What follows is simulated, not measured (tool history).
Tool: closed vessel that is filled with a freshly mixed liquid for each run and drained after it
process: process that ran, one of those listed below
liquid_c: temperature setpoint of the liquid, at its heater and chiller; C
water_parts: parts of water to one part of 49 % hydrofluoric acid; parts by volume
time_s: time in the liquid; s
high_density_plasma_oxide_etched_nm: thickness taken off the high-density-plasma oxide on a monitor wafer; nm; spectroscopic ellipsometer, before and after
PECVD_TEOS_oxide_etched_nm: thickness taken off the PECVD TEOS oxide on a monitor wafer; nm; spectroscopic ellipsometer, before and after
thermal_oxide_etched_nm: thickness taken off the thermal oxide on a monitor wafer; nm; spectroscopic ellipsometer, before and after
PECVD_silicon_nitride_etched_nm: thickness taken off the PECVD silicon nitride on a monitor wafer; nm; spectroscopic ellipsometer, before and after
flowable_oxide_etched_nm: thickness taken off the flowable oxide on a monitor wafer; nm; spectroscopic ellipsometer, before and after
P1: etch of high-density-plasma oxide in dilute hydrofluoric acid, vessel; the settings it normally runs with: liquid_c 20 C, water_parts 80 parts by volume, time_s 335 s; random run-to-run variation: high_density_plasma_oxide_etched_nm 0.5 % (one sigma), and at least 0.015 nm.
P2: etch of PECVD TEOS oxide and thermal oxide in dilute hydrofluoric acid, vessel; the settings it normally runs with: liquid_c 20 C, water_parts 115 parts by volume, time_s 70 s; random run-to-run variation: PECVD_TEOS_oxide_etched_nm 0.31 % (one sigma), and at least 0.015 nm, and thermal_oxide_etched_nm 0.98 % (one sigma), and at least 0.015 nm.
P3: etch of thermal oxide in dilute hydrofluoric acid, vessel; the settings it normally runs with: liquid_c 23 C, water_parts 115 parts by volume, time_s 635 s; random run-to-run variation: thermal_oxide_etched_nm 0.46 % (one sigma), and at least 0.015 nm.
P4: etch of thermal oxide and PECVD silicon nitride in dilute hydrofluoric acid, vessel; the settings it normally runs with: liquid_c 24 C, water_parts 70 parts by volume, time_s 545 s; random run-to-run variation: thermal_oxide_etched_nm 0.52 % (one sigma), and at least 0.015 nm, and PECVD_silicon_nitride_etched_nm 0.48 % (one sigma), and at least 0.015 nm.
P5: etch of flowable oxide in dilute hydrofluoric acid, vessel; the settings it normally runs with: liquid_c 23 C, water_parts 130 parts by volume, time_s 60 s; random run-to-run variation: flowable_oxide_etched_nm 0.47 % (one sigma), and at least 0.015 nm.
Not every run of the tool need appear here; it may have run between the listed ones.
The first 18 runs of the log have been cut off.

| run | hour | process | liquid_c | water_parts | time_s | hours since the thermometer was replaced | hours since the hydrofluoric acid flow meter was replaced | high_density_plasma_oxide_etched_nm | PECVD_TEOS_oxide_etched_nm | thermal_oxide_etched_nm | PECVD_silicon_nitride_etched_nm | flowable_oxide_etched_nm |
|---|---|---|---|---|---|---|---|---|---|---|---|---|
| 19 | 83.6 | P1 | 20 | 130 | 335 | 1140.7 | 536.8 | 12.413 |  |  |  |  |
| 20 | 88 | P3 | 19.5 | 115 | 635 | 1145.1 | 541.2 |  |  | 20.895 |  |  |
| 21 | 92.4 | P1 | 20 | 25 | 335 | 1149.5 | 545.6 | 72.384 |  |  |  |  |
|  | 94 | hydrofluoric acid flow meter replaced |
| 22 | 98 | P4 | 24 | 70 | 980 | 1155.1 | 4 |  |  | 66.102 | 81.347 |  |
| 23 | 101.7 | P1 | 20 | 80 | 335 | 1158.8 | 7.7 | 21.349 |  |  |  |  |
| 24 | 107 | P2 | 20 | 115 | 70 | 1164.1 | 13 |  | 11.536 | 2.2771 |  |  |
| 25 | 109.7 | P1 | 20 | 80 | 335 | 1166.8 | 15.7 | 21.44 |  |  |  |  |
| 26 | 115.2 | P3 | 23 | 115 | 355 | 1172.3 | 21.2 |  |  | 13.457 |  |  |
| 27 | 118.8 | P3 | 23 | 115 | 635 | 1175.9 | 24.8 |  |  | 23.85 |  |  |
| 28 | 122.6 | P1 | 17 | 80 | 335 | 1179.7 | 28.6 | 18.911 |  |  |  |  |
| 29 | 128 | P1 | 20 | 80 | 335 | 1185.1 | 34 | 21.411 |  |  |  |  |
| 30 | 132.3 | P4 | 24 | 70 | 545 | 1189.4 | 38.3 |  |  | 36.583 | 45.144 |  |
| 31 | 136.9 | P2 | 20 | 115 | 30 | 1194 | 42.9 |  | 4.9309 | 1.0069 |  |  |
| 32 | 140 | P5 | 30.5 | 130 | 60 | 1197.1 | 46 |  |  |  |  | 18.97 |
| 33 | 145.6 | P1 | 20 | 80 | 335 | 1202.7 | 51.6 | 21.536 |  |  |  |  |
| 34 | 149.8 | P5 | 23 | 30 | 60 | 1206.9 | 55.8 |  |  |  |  | 70.562 |
| 35 | 153.5 | P1 | 20 | 80 | 335 | 1210.6 | 59.5 | 21.455 |  |  |  |  |
| 36 | 159 | P1 | 20 | 80 | 335 | 1216.1 | 65 | 22.387 |  |  |  |  |
| 37 | 163.5 | P1 | 20 | 80 | 335 | 1220.6 | 69.5 | 22.965 |  |  |  |  |
| 38 | 168.5 | P1 | 20 | 80 | 335 | 1225.6 | 74.5 | 23.355 |  |  |  |  |
| 39 | 171.8 | P1 | 20 | 80 | 335 | 1228.9 | 77.8 | 23.261 |  |  |  |  |

Run 40 has not been measured yet. What should we expect?
| 40 | 175 | P1 | 20 | 80 | 335 | 1232.1 | 81 | ? |  |  |  |  |

{"run 40": {"high_density_plasma_oxide_etched_nm": 23.251}}
